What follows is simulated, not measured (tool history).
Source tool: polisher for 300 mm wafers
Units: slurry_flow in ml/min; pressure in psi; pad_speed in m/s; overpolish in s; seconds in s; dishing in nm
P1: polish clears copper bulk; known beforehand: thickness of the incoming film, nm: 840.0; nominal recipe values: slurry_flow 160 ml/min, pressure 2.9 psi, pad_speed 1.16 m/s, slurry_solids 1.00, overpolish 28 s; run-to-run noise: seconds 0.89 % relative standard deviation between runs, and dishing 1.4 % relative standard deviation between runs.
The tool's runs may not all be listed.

run   hour  slurry_flow  pressure  pad_speed  slurry_solids  overpolish  seconds  dishing
  1   10.4          160       2.9       1.16           1.00          28   84.656   58.901
  2   22.0          160       2.9       1.16           1.00          15   85.416   52.134
  3   33.4          160       2.9       1.16           0.55          28   95.126   58.784
  4   45.2          160       1.9       1.16           1.00          28  127.170   52.179
  5   56.4          160       2.9       1.16           1.00          28   83.831   59.605
  6   71.1           95       2.9       1.16           1.00          28   93.614   58.635
  7   78.8          160       2.9       1.16           1.00          28   84.081   59.111
  8   90.4          160       2.9       1.16           1.00          42   83.776   61.860
  9  103.2          235       2.9       1.16           1.00          28   81.090   59.092
 10  117.6          225       2.9       1.16           1.00          46   80.800   60.547
 11  131.6          160       2.9       1.16           1.50          28   76.883   59.212
 12  148.8          160       2.9       1.16           1.00          28   84.585   57.866
 13  158.5          160       2.9       1.16           1.00          28   84.278   57.902
 14  175.6          160       2.9       0.58           1.00          28  169.990   50.231
 15  183.5          160       2.9       1.16           1.00          28   84.499   60.110

Run 16 is up next; what results do you expect?
 16  194.0          160       2.9       1.76           1.00          28        ?        ?

seconds: 56.951 s
dishing: 60.854 nm
